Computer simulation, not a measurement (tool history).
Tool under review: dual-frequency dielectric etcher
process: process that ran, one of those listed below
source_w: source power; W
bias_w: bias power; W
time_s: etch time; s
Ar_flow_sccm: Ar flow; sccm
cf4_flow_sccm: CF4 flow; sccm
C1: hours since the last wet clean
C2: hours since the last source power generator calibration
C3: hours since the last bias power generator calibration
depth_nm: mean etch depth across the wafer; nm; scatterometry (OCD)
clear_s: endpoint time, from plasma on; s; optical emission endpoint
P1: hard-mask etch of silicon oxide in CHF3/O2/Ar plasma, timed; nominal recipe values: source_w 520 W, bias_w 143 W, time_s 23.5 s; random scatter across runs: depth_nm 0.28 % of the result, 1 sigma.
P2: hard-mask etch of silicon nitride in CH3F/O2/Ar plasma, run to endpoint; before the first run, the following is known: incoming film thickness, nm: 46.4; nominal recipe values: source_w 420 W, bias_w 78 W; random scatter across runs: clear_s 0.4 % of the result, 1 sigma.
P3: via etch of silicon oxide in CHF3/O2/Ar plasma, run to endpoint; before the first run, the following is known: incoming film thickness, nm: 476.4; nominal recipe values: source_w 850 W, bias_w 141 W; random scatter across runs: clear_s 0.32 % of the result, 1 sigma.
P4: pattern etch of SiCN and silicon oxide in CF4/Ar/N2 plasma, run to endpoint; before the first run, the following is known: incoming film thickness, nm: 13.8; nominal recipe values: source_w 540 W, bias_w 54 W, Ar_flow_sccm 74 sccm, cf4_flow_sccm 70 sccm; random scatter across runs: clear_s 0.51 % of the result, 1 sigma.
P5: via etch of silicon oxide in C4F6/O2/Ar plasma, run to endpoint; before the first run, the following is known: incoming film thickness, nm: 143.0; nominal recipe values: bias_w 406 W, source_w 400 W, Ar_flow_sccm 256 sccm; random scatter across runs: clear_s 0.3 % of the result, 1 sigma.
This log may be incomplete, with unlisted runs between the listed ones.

{"run": 1, "hour": 12.6, "process": "P1", "source_w": 520, "bias_w": 143, "time_s": 23.5, "C1": 155.0, "C2": 620.6, "C3": 1359.0, "depth_nm": 40.695}
{"run": 2, "hour": 22.8, "process": "P4", "source_w": 540, "bias_w": 36, "Ar_flow_sccm": 74, "cf4_flow_sccm": 70, "C1": 165.2, "C2": 630.8, "C3": 1369.2, "clear_s": 16.227}
{"run": 3, "hour": 36.4, "process": "P1", "source_w": 730, "bias_w": 143, "time_s": 23.5, "C1": 178.8, "C2": 644.4, "C3": 1382.8, "depth_nm": 46.25}
{"run": 4, "hour": 43.4, "process": "P2", "source_w": 330, "bias_w": 78, "C1": 185.8, "C2": 651.4, "C3": 1389.8, "clear_s": 72.045}
{"run": 5, "hour": 50.2, "process": "P1", "source_w": 350, "bias_w": 143, "time_s": 30.5, "C1": 192.6, "C2": 658.2, "C3": 1396.6, "depth_nm": 45.588}
{"run": 6, "hour": 61.7, "process": "P1", "source_w": 430, "bias_w": 143, "time_s": 23.5, "C1": 204.1, "C2": 669.7, "C3": 1408.1, "depth_nm": 37.609}
{"run": 7, "hour": 70.8, "process": "P5", "source_w": 400, "bias_w": 302, "Ar_flow_sccm": 256, "C1": 213.2, "C2": 678.8, "C3": 1417.2, "clear_s": 37.605}
{"run": 8, "hour": 81.8, "process": "P5", "source_w": 400, "bias_w": 406, "Ar_flow_sccm": 256, "C1": 224.2, "C2": 689.8, "C3": 1428.2, "clear_s": 34.051}
{"run": 9, "hour": 96.1, "process": "P1", "source_w": 520, "bias_w": 143, "time_s": 23.5, "C1": 238.5, "C2": 704.1, "C3": 1442.5, "depth_nm": 40.656}
{"run": 10, "hour": 102.8, "process": "P3", "source_w": 850, "bias_w": 141, "C1": 245.2, "C2": 710.8, "C3": 1449.2, "clear_s": 222.86}
{"run": 11, "hour": 113.7, "process": "P1", "source_w": 520, "bias_w": 143, "time_s": 23.5, "C1": 256.1, "C2": 721.7, "C3": 1460.1, "depth_nm": 40.582}
{"run": 12, "hour": 122.3, "process": "P1", "source_w": 520, "bias_w": 177, "time_s": 23.5, "C1": 264.7, "C2": 730.3, "C3": 1468.7, "depth_nm": 43.598}
{"run": 13, "hour": 129.6, "process": "P5", "source_w": 400, "bias_w": 406, "Ar_flow_sccm": 256, "C1": 272.0, "C2": 737.6, "C3": 1476.0, "clear_s": 33.982}
{"run": 14, "hour": 140.0, "process": "P1", "source_w": 520, "bias_w": 143, "time_s": 23.5, "C1": 282.4, "C2": 748.0, "C3": 1486.4, "depth_nm": 40.556}
{"run": 15, "hour": 153.0, "process": "P1", "source_w": 520, "bias_w": 143, "time_s": 23.5, "C1": 295.4, "C2": 761.0, "C3": 1499.4, "depth_nm": 40.637}
{"run": 16, "hour": 166.4, "process": "P1", "source_w": 520, "bias_w": 116, "time_s": 28.5, "C1": 308.8, "C2": 774.4, "C3": 1512.8, "depth_nm": 46.132}
{"run": 17, "hour": 173.9, "process": "P1", "source_w": 520, "bias_w": 143, "time_s": 14.5, "C1": 316.3, "C2": 781.9, "C3": 1520.3, "depth_nm": 25.079}
{"hour": 176.5, "done": "bias power generator calibrated"}
{"run": 18, "hour": 185.8, "process": "P1", "source_w": 520, "bias_w": 143, "time_s": 23.5, "C1": 328.2, "C2": 793.8, "C3": 9.4, "depth_nm": 40.682}
{"run": 19, "hour": 197.4, "process": "P4", "source_w": 540, "bias_w": 54, "Ar_flow_sccm": 74, "cf4_flow_sccm": 70, "C1": 339.8, "C2": 805.4, "C3": 21.0, "clear_s": 14.409}
{"run": 20, "hour": 211.3, "process": "P5", "source_w": 490, "bias_w": 406, "Ar_flow_sccm": 256, "C1": 353.7, "C2": 819.3, "C3": 34.9, "clear_s": 31.436}
{"run": 21, "hour": 220.0, "process": "P3", "source_w": 850, "bias_w": 174, "C1": 362.4, "C2": 828.0, "C3": 43.6, "clear_s": 208.77}
{"run": 22, "hour": 228.6, "process": "P4", "source_w": 540, "bias_w": 54, "Ar_flow_sccm": 74, "cf4_flow_sccm": 70, "C1": 371.0, "C2": 836.6, "C3": 52.2, "clear_s": 14.49}
{"run": 23, "hour": 241.4, "process": "P2", "source_w": 420, "bias_w": 78, "C1": 383.8, "C2": 849.4, "C3": 65.0, "clear_s": 65.921}
{"run": 24, "hour": 248.0, "process": "P4", "source_w": 540, "bias_w": 54, "Ar_flow_sccm": 45, "cf4_flow_sccm": 70, "C1": 390.4, "C2": 856.0, "C3": 71.6, "clear_s": 13.547}
{"run": 25, "hour": 262.4, "process": "P4", "source_w": 710, "bias_w": 54, "Ar_flow_sccm": 74, "cf4_flow_sccm": 70, "C1": 404.8, "C2": 870.4, "C3": 86.0, "clear_s": 11.361}
{"run": 26, "hour": 272.1, "process": "P3", "source_w": 650, "bias_w": 141, "C1": 414.5, "C2": 880.1, "C3": 95.7, "clear_s": 248.66}
{"run": 27, "hour": 282.7, "process": "P5", "source_w": 400, "bias_w": 406, "Ar_flow_sccm": 336, "C1": 425.1, "C2": 890.7, "C3": 106.3, "clear_s": 34.936}
{"run": 28, "hour": 294.4, "process": "P4", "source_w": 540, "bias_w": 54, "Ar_flow_sccm": 74, "cf4_flow_sccm": 95, "C1": 436.8, "C2": 902.4, "C3": 118.0, "clear_s": 13.779}
{"run": 29, "hour": 304.2, "process": "P2", "source_w": 420, "bias_w": 78, "C1": 446.6, "C2": 912.2, "C3": 127.8, "clear_s": 64.981}
{"run": 30, "hour": 314.5, "process": "P3", "source_w": 850, "bias_w": 141, "C1": 456.9, "C2": 922.5, "C3": 138.1, "clear_s": 223.38}
{"run": 31, "hour": 325.6, "process": "P1", "source_w": 520, "bias_w": 143, "time_s": 34.5, "C1": 468.0, "C2": 933.6, "C3": 149.2, "depth_nm": 59.824}
{"run": 32, "hour": 332.9, "process": "P1", "source_w": 520, "bias_w": 116, "time_s": 23.5, "C1": 475.3, "C2": 940.9, "C3": 156.5, "depth_nm": 38.069}
{"run": 33, "hour": 340.2, "process": "P2", "source_w": 420, "bias_w": 102, "C1": 482.6, "C2": 948.2, "C3": 163.8, "clear_s": 59.652}
{"run": 34, "hour": 347.2, "process": "P1", "source_w": 520, "bias_w": 143, "time_s": 23.5, "C1": 489.6, "C2": 955.2, "C3": 170.8, "depth_nm": 40.878}
{"run": 35, "hour": 354.5, "process": "P1", "source_w": 520, "bias_w": 143, "time_s": 23.5, "C1": 496.9, "C2": 962.5, "C3": 178.1, "depth_nm": 40.903}
{"run": 36, "hour": 365.9, "process": "P1", "source_w": 520, "bias_w": 143, "time_s": 23.5, "C1": 508.3, "C2": 973.9, "C3": 189.5, "depth_nm": 40.987}
{"run": 37, "hour": 377.8, "process": "P1", "source_w": 520, "bias_w": 143, "time_s": 23.5, "C1": 520.2, "C2": 985.8, "C3": 201.4, "depth_nm": 40.88}
{"run": 38, "hour": 391.0, "process": "P1", "source_w": 520, "bias_w": 143, "time_s": 23.5, "C1": 533.4, "C2": 999.0, "C3": 214.6, "depth_nm": 41.237}
{"hour": 402.2, "done": "wet clean of the chamber"}
{"run": 39, "hour": 405.5, "process": "P1", "source_w": 520, "bias_w": 143, "time_s": 23.5, "C1": 3.4, "C2": 1013.5, "C3": 229.1, "depth_nm": 41.118}
{"run": 40, "hour": 416.6, "process": "P1", "source_w": 520, "bias_w": 143, "time_s": 23.5, "C1": 14.5, "C2": 1024.6, "C3": 240.2, "depth_nm": 41.027}

What will run 41 give?
{"run": 41, "hour": 426.8, "process": "P1", "source_w": 520, "bias_w": 143, "time_s": 23.5, "C1": 24.7, "C2": 1034.8, "C3": 250.4, "depth_nm": "?"}

Logged for run 41: depth_nm 41.267 nm.
